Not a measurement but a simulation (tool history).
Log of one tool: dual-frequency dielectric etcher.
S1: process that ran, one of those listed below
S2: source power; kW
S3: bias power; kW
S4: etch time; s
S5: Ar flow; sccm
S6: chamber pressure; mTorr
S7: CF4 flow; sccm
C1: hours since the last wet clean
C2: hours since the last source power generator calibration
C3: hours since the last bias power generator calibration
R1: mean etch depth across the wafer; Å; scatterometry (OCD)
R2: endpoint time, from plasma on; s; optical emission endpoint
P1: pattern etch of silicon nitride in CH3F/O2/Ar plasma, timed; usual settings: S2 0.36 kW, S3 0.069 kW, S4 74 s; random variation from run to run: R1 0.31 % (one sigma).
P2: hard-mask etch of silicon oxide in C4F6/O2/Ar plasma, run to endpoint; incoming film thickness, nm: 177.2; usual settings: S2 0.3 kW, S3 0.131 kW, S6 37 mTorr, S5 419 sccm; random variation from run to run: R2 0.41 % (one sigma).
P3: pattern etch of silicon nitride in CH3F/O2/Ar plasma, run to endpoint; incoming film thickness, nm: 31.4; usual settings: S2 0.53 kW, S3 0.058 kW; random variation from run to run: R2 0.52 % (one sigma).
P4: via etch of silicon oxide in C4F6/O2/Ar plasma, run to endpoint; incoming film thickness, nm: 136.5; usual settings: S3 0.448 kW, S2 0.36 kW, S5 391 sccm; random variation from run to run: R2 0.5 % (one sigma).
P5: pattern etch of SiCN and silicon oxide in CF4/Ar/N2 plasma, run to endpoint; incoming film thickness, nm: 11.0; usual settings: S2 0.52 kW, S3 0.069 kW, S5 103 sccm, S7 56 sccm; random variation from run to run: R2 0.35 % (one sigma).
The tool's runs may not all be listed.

run	day	S1	S2	S3	S4	S5	S6	S7	C1	C2	C3	R1	R2
1	0.262	P1	0.36	0.069	74				105	1542	1559.3	497.8	
2	0.654	P4	0.49	0.448		391			114.4	1551.4	1568.7		29.936
3	0.912	P1	0.36	0.069	74				120.6	1557.6	1574.9	498.24	
4	1.104	P1	0.36	0.069	74				125.2	1562.2	1579.5	498.5	
5	1.342	P4	0.36	0.571		391			130.9	1567.9	1585.2		30.579
6	1.633	P2	0.19	0.131		419	37		137.9	1574.9	1592.2		91.217
7	2.054	P4	0.36	0.448		307			148	1585	1602.3		32.809
8	2.492	P1	0.28	0.069	74				158.5	1595.5	1612.8	451.26	
9	2.892	P1	0.36	0.09	74				168.1	1605.1	1622.4	547.49	
10	3.104	P5	0.52	0.069		61		56	173.2	1610.2	1627.5		11.037
11	3.504	P1	0.46	0.069	74				182.8	1619.8	1637.1	546.3	
12	3.821	P1	0.44	0.069	98				190.4	1627.4	1644.7	712.28	
13	4.262	P1	0.36	0.069	41				201	1638	1655.3	274.98	
14	4.542	P3	0.36	0.058					207.7	1644.7	1662		51.218
15	4.908	P5	0.52	0.069		103		79	216.5	1653.5	1670.8		11.343
16	5.338	P1	0.36	0.069	74				226.8	1663.8	1681.1	497.66	
17	5.579	P3	0.53	0.058					232.6	1669.6	1686.9		43.578
18	5.808	P2	0.3	0.131		419	37		238.1	1675.1	1692.4		76.683
19	6.242	P3	0.53	0.042					248.5	1685.5	1702.8		48.149
20	6.638	P4	0.36	0.448		391			258	1695	1712.3		33.821
21	6.892	P1	0.36	0.069	97.5				264.1	1701.1	1718.4	655.8	
22	7.179	P2	0.3	0.085		419	37		271	1708	1725.3		85.354
23	7.558	P5	0.52	0.046		103		56	280.1	1717.1	1734.4		13.59
24	7.775	P5	0.52	0.069		103		56	285.3	1722.3	1739.6		11.942
25	8.029	P5	0.52	0.069		103		56	291.4	1728.4	1745.7		11.898
26	8.342	P4	0.36	0.448		391			298.9	1735.9	1753.2		33.396
27	8.562	P5	0.4	0.069		103		56	304.2	1741.2	1758.5		15.083

Run 28 comes next. What will it give?
28	8.996	P2	0.3	0.131		419	26.5		314.6	1751.6	1768.9		?

R2: 72.918 s

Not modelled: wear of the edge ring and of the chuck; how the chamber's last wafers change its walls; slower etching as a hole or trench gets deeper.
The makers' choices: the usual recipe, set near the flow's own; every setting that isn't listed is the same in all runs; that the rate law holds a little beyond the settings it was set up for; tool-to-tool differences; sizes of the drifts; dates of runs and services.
